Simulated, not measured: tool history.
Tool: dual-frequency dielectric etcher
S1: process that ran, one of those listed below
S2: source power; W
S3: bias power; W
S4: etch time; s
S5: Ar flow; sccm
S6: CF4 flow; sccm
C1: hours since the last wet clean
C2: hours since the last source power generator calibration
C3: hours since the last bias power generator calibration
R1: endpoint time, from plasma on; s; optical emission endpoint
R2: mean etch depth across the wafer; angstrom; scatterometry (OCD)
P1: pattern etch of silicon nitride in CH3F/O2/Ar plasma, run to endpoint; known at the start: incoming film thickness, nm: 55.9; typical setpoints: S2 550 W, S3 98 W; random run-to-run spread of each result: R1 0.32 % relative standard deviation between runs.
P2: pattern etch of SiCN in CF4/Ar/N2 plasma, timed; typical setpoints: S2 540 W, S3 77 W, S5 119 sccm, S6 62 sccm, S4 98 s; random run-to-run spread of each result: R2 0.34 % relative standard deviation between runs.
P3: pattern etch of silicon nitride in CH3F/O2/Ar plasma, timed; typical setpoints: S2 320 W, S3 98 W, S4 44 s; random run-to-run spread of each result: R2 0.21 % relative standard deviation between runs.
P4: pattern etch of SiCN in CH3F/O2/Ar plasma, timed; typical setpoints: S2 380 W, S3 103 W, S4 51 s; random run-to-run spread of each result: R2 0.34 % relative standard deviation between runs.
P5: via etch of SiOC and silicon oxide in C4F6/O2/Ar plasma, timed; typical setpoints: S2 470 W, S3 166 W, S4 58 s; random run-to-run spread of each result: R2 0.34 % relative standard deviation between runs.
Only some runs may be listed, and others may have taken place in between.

run,hour,S1,S2,S3,S4,S5,S6,C1,C2,C3,R1,R2
1,15.2,P1,550,98,,,,219.9,1049.9,448.1,62.766,
2,27,P1,350,73,,,,231.7,1061.7,459.9,82.045,
3,38.1,P3,320,98,44,,,242.8,1072.8,471,,308.99
4,51.1,P2,760,77,98,119,62,255.8,1085.8,484,,1304.1
5,62.6,P5,470,166,82,,,267.3,1097.3,495.5,,965.28
6,76.4,P3,440,98,44,,,281.1,1111.1,509.3,,349.32
7,91.2,P1,690,98,,,,295.9,1125.9,524.1,57.459,
8,100.8,P5,470,114,58,,,305.5,1135.5,533.7,,605.29
9,115.3,P1,550,125,,,,320,1150,548.2,56.735,
10,132.3,P1,400,98,,,,337,1167,565.2,69.9,
11,143.7,P3,320,98,33,,,348.4,1178.4,576.6,,233.3
12,152.4,P2,540,77,70,119,62,357.1,1187.1,585.3,,689.94
13,161,P2,540,77,98,119,62,365.7,1195.7,593.9,,972.66
14,169.4,P4,380,145,51,,,374.1,1204.1,602.3,,236.31
15,179.3,P1,550,98,,,,384,1214,612.2,62.302,
16,188.2,P3,320,98,44,,,392.9,1222.9,621.1,,310.76
17,196.2,P5,470,166,58,,,400.9,1230.9,629.1,,680.07
18,204.7,P3,320,117,44,,,409.4,1239.4,637.6,,331.97
19,221.2,P2,540,77,98,86,62,425.9,1255.9,654.1,,1020
20,236,P4,380,103,51,,,440.7,1270.7,668.9,,208.32
21,249.3,P2,540,77,98,119,44,454,1284,682.2,,914.31
22,260.5,P1,550,98,,,,465.2,1295.2,693.4,62.227,
23,270.7,P4,380,103,64,,,475.4,1305.4,703.6,,259.91
24,285.4,P4,380,103,51,,,490.1,1320.1,718.3,,206.35
# hour 287.5: wet clean of the chamber
25,300.2,P2,540,77,98,119,62,12.7,1334.9,733.1,,964.04
26,308.9,P2,540,97,98,119,62,21.4,1343.6,741.8,,1055
27,320.3,P4,480,103,51,,,32.8,1355,753.2,,224.73
28,329,P1,550,98,,,,41.5,1363.7,761.9,62.86,
29,338.2,P1,550,76,,,,50.7,1372.9,771.1,67.943,
30,345.8,P5,370,166,58,,,58.3,1380.5,778.7,,619.09
31,359.8,P1,550,98,,,,72.3,1394.5,792.7,62.637,
32,374.9,P1,550,98,,,,87.4,1409.6,807.8,62.099,
33,390.1,P1,550,98,,,,102.6,1424.8,823,61.904,
34,405.7,P1,550,98,,,,118.2,1440.4,838.6,61.896,
35,413.8,P1,550,98,,,,126.3,1448.5,846.7,61.365,
36,430.5,P1,550,98,,,,143,1465.2,863.4,61.849,
# hour 434.9: wet clean of the chamber
37,441.5,P1,550,98,,,,6.7,1476.2,874.4,61.812,
38,457,P1,550,98,,,,22.2,1491.7,889.9,61.544,
39,473.4,P1,550,98,,,,38.6,1508.1,906.3,61.451,

Run 40 comes next. What will it give?
40,480.8,P1,550,98,,,,46,1515.5,913.7,?,

{"run 40": {"R1": 61.303}}
